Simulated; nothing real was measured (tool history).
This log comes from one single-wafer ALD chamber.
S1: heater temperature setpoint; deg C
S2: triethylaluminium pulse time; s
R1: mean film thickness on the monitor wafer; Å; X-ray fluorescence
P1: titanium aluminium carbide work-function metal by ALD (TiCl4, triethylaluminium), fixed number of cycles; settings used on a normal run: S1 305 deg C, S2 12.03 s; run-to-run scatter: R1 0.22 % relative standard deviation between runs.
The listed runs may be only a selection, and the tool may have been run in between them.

run 1 hour=7.5 | S1=305 S2=12.03 | R1=19.802
run 2 hour=12.3 | S1=283 S2=12.03 | R1=17.940
run 3 hour=16.4 | S1=305 S2=18.80 | R1=20.124
run 4 hour=21.5 | S1=305 S2=12.03 | R1=19.808
run 5 hour=27.2 | S1=305 S2=4.93 | R1=16.456
run 6 hour=32.5 | S1=305 S2=12.03 | R1=19.827
run 7 hour=36.7 | S1=305 S2=12.03 | R1=19.890
run 8 hour=43.1 | S1=305 S2=12.03 | R1=19.833
run 9 hour=49.5 | S1=319 S2=12.03 | R1=21.066
run 10 hour=53.2 | S1=321 S2=6.42 | R1=19.187
run 11 hour=59.6 | S1=305 S2=12.03 | R1=19.794
run 12 hour=63.6 | S1=281 S2=5.50 | R1=15.419
run 13 hour=69.7 | S1=305 S2=12.03 | R1=19.819
run 14 hour=77.4 | S1=305 S2=12.03 | R1=19.876
run 15 hour=82.6 | S1=305 S2=12.03 | R1=19.655
run 16 hour=87.2 | S1=305 S2=12.03 | R1=19.555

Run 17 has not been measured yet. What should we expect?
run 17 hour=93.6 | S1=305 S2=12.03 | R1=?

{"run 17": {"R1": 19.41}}
